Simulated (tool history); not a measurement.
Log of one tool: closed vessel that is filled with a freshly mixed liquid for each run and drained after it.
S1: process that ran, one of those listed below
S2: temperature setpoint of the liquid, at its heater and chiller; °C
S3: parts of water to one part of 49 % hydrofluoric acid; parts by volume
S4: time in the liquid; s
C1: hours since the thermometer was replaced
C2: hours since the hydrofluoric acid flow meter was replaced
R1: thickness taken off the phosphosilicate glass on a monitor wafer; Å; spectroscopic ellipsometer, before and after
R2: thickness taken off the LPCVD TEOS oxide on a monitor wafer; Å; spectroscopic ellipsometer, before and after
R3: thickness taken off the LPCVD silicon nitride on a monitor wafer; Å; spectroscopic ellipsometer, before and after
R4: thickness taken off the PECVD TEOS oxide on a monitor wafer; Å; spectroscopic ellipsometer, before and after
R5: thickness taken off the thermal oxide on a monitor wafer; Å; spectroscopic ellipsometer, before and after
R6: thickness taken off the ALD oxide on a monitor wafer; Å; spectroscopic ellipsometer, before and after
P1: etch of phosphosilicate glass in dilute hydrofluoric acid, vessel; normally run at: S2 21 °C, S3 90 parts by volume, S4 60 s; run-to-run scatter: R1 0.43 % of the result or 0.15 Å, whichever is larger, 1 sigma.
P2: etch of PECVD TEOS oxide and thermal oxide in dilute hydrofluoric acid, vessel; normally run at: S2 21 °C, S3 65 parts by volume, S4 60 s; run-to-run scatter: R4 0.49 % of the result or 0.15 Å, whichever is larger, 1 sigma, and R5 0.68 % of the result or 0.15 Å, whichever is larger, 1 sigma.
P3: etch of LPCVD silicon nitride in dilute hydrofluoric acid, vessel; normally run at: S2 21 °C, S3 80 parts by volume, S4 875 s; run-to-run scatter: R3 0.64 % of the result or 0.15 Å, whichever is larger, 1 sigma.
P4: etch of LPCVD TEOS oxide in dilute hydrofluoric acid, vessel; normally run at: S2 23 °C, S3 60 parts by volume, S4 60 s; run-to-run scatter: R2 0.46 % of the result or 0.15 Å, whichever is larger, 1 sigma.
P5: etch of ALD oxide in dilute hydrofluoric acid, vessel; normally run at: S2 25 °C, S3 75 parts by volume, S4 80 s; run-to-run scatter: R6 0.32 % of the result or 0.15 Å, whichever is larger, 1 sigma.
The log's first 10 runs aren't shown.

run,day,S1,S2,S3,S4,C1,C2,R1,R2,R3,R4,R5,R6
11,4.988,P1,21,90,85,2408.6,1140.7,1120.2,,,,,
12,5.538,P4,23,105,60,2421.8,1153.9,,275.16,,,,
13,5.875,P1,21,90,60,2429.9,1162,792.43,,,,,
14,6.388,P1,24.5,90,30,2442.2,1174.3,457.18,,,,,
15,6.721,P2,26,65,60,2450.2,1182.3,,,,217.15,49.565,
16,7.054,P4,23,60,60,2458.2,1190.3,,507.69,,,,
17,7.346,P5,17.5,75,80,2465.2,1197.3,,,,,,102.35
18,7.892,P5,25,75,80,2478.3,1210.4,,,,,,139.59
19,8.3,P2,21,65,30,2488.1,1220.2,,,,87.371,20.231,
20,8.788,P1,21,90,60,2499.8,1231.9,788.99,,,,,
21,9.321,P1,21,90,60,2512.6,1244.7,793.55,,,,,
22,9.754,P2,21,65,60,2523,1255.1,,,,174.81,40.408,
23,10.104,P5,25,140,80,2531.4,1263.5,,,,,,69.119
24,10.4,P1,21,135,60,2538.5,1270.6,500.35,,,,,
25,10.817,P2,21,30,60,2548.5,1280.6,,,,393.9,92.478,
26,11.175,P1,21,25,60,2557.1,1289.2,3072.4,,,,,
27,11.696,P1,25.5,90,60,2569.6,1301.7,945.06,,,,,
28,12.304,P5,25,75,30,2584.2,1316.3,,,,,,52.073
29,12.688,P1,21,90,60,2593.4,1325.5,791.32,,,,,
30,13.196,P1,21,90,60,2605.6,1337.7,816.9,,,,,
31,13.671,P1,21,90,60,2617,1349.1,848.45,,,,,
32,13.942,P1,21,90,60,2623.5,1355.6,840.95,,,,,
33,14.362,P1,21,90,60,2633.6,1365.7,842.07,,,,,
34,14.717,P1,21,90,60,2642.1,1374.2,847.14,,,,,

Run 35 comes next. What will it give?
35,15.325,P1,21,90,60,2656.7,1388.8,?,,,,,

R1: 852.85 Å
